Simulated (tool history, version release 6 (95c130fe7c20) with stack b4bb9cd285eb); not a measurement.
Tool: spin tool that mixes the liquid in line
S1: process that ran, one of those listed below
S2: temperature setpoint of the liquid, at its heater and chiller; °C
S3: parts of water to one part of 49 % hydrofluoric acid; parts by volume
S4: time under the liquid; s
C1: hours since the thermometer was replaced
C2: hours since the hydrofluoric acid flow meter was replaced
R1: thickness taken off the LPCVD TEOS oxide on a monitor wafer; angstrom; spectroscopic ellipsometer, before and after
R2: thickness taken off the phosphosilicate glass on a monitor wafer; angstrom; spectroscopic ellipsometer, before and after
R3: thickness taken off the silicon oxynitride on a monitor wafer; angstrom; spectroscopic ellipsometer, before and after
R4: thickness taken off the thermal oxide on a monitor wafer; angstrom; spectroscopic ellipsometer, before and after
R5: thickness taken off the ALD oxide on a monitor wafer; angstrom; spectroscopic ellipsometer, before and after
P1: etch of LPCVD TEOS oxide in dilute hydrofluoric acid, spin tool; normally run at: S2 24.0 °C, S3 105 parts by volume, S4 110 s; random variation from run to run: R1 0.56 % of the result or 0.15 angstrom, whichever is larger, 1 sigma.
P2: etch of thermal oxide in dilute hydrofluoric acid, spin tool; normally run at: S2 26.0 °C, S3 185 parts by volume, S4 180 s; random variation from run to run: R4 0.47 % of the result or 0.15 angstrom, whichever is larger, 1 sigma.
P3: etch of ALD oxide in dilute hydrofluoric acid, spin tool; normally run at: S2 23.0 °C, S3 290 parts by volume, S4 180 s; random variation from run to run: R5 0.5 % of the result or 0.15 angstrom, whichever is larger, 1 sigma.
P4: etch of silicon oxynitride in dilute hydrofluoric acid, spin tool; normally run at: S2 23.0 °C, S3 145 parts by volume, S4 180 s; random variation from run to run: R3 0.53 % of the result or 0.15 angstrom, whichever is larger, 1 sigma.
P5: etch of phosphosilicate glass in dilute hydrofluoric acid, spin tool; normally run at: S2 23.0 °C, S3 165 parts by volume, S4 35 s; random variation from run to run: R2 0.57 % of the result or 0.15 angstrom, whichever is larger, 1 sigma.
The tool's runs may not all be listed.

Run 1, hour 8.3: S1 P1, S2 24.0 °C, S3 105 parts by volume, S4 110 s; C1 1976.6; C2 255.5. Result: R1 307.15 angstrom.
Run 2, hour 13.2: S1 P1, S2 30.0 °C, S3 105 parts by volume, S4 110 s; C1 1981.5; C2 260.4. Result: R1 394.71 angstrom.
Run 3, hour 17.7: S1 P5, S2 17.0 °C, S3 165 parts by volume, S4 35 s; C1 1986.0; C2 264.9. Result: R2 90.677 angstrom.
Run 4, hour 21.8: S1 P1, S2 24.0 °C, S3 105 parts by volume, S4 60 s; C1 1990.1; C2 269.0. Result: R1 170.05 angstrom.
Run 5, hour 27.3: S1 P4, S2 23.0 °C, S3 145 parts by volume, S4 315 s; C1 1995.6; C2 274.5. Result: R3 73.151 angstrom.
At hour 30.0: hydrofluoric acid flow meter replaced.
Run 6, hour 35.1: S1 P2, S2 26.0 °C, S3 75 parts by volume, S4 180 s; C1 2003.4; C2 5.2. Result: R4 127.460 angstrom.
Run 7, hour 42.6: S1 P1, S2 24.0 °C, S3 105 parts by volume, S4 110 s; C1 2010.9; C2 12.7. Result: R1 307.24 angstrom.
Run 8, hour 49.8: S1 P1, S2 28.5 °C, S3 165 parts by volume, S4 110 s; C1 2018.1; C2 19.9. Result: R1 217.98 angstrom.
Run 9, hour 54.3: S1 P1, S2 24.0 °C, S3 105 parts by volume, S4 110 s; C1 2022.6; C2 24.4. Result: R1 310.53 angstrom.
Run 10, hour 63.0: S1 P1, S2 20.0 °C, S3 105 parts by volume, S4 210 s; C1 2031.3; C2 33.1. Result: R1 501.61 angstrom.
Run 11, hour 69.0: S1 P5, S2 23.0 °C, S3 60 parts by volume, S4 35 s; C1 2037.3; C2 39.1. Result: R2 359.320 angstrom.
Run 12, hour 75.5: S1 P3, S2 23.0 °C, S3 290 parts by volume, S4 180 s; C1 2043.8; C2 45.6. Result: R5 58.311 angstrom.
Run 13, hour 84.4: S1 P4, S2 23.0 °C, S3 75 parts by volume, S4 180 s; C1 2052.7; C2 54.5. Result: R3 86.453 angstrom.
Run 14, hour 91.7: S1 P1, S2 24.0 °C, S3 35 parts by volume, S4 110 s; C1 2060.0; C2 61.8. Result: R1 1018.10 angstrom.
Run 15, hour 95.7: S1 P2, S2 17.5 °C, S3 185 parts by volume, S4 180 s; C1 2064.0; C2 65.8. Result: R4 33.013 angstrom.
Run 16, hour 99.7: S1 P1, S2 24.0 °C, S3 105 parts by volume, S4 190 s; C1 2068.0; C2 69.8. Result: R1 533.82 angstrom.
Run 17, hour 104.1: S1 P2, S2 26.0 °C, S3 185 parts by volume, S4 180 s; C1 2072.4; C2 74.2. Result: R4 45.850 angstrom.
Run 18, hour 112.3: S1 P2, S2 26.0 °C, S3 185 parts by volume, S4 280 s; C1 2080.6; C2 82.4. Result: R4 70.322 angstrom.
Run 19, hour 120.7: S1 P3, S2 29.0 °C, S3 290 parts by volume, S4 180 s; C1 2089.0; C2 90.8. Result: R5 71.373 angstrom.
Run 20, hour 129.1: S1 P5, S2 23.0 °C, S3 165 parts by volume, S4 65 s; C1 2097.4; C2 99.2. Result: R2 214.920 angstrom.
Run 21, hour 134.9: S1 P1, S2 24.0 °C, S3 105 parts by volume, S4 110 s; C1 2103.2; C2 105.0. Result: R1 312.23 angstrom.
Run 22, hour 138.9: S1 P1, S2 24.0 °C, S3 160 parts by volume, S4 110 s; C1 2107.2; C2 109.0. Result: R1 189.96 angstrom.
Run 23, hour 147.5: S1 P1, S2 24.0 °C, S3 105 parts by volume, S4 110 s; C1 2115.8; C2 117.6. Result: R1 310.96 angstrom.
Run 24, hour 152.4: S1 P1, S2 24.0 °C, S3 105 parts by volume, S4 110 s; C1 2120.7; C2 122.5. Result: R1 308.35 angstrom.
Run 25, hour 159.3: S1 P4, S2 23.0 °C, S3 145 parts by volume, S4 180 s; C1 2127.6; C2 129.4. Result: R3 42.201 angstrom.
Run 26, hour 163.5: S1 P4, S2 23.0 °C, S3 145 parts by volume, S4 180 s; C1 2131.8; C2 133.6. Result: R3 41.944 angstrom.
Run 27, hour 168.2: S1 P1, S2 18.0 °C, S3 105 parts by volume, S4 110 s; C1 2136.5; C2 138.3. Result: R1 243.17 angstrom.
Run 28, hour 173.0: S1 P4, S2 28.0 °C, S3 145 parts by volume, S4 180 s; C1 2141.3; C2 143.1. Result: R3 52.656 angstrom.
Run 29, hour 179.9: S1 P5, S2 23.0 °C, S3 165 parts by volume, S4 35 s; C1 2148.2; C2 150.0. Result: R2 114.810 angstrom.
Run 30, hour 187.1: S1 P1, S2 27.5 °C, S3 50 parts by volume, S4 110 s; C1 2155.4; C2 157.2. Result: R1 809.66 angstrom.
Run 31, hour 195.6: S1 P3, S2 23.0 °C, S3 525 parts by volume, S4 180 s; C1 2163.9; C2 165.7. Result: R5 26.176 angstrom.
Run 32, hour 199.9: S1 P3, S2 23.0 °C, S3 290 parts by volume, S4 320 s; C1 2168.2; C2 170.0. Result: R5 103.930 angstrom.
Run 33, hour 204.0: S1 P3, S2 23.0 °C, S3 290 parts by volume, S4 180 s; C1 2172.3; C2 174.1. Result: R5 58.539 angstrom.
Run 34, hour 208.2: S1 P1, S2 24.0 °C, S3 105 parts by volume, S4 110 s; C1 2176.5; C2 178.3. Result: R1 310.70 angstrom.
Run 35, hour 215.6: S1 P1, S2 24.0 °C, S3 105 parts by volume, S4 110 s; C1 2183.9; C2 185.7. Result: R1 318.65 angstrom.
Run 36, hour 220.3: S1 P1, S2 24.0 °C, S3 105 parts by volume, S4 110 s; C1 2188.6; C2 190.4. Result: R1 321.43 angstrom.
Run 37, hour 227.4: S1 P1, S2 24.0 °C, S3 105 parts by volume, S4 110 s; C1 2195.7; C2 197.5. Result: R1 324.73 angstrom.
Run 38, hour 235.9: S1 P1, S2 24.0 °C, S3 105 parts by volume, S4 110 s; C1 2204.2; C2 206.0. Result: R1 329.32 angstrom.

The next listed run, before its measurement:
Run 39, hour 244.3: S1 P1, S2 24.0 °C, S3 105 parts by volume, S4 110 s; C1 2212.6; C2 214.4. Result: R1 ?.

{"run 39": {"R1": 330.83}}
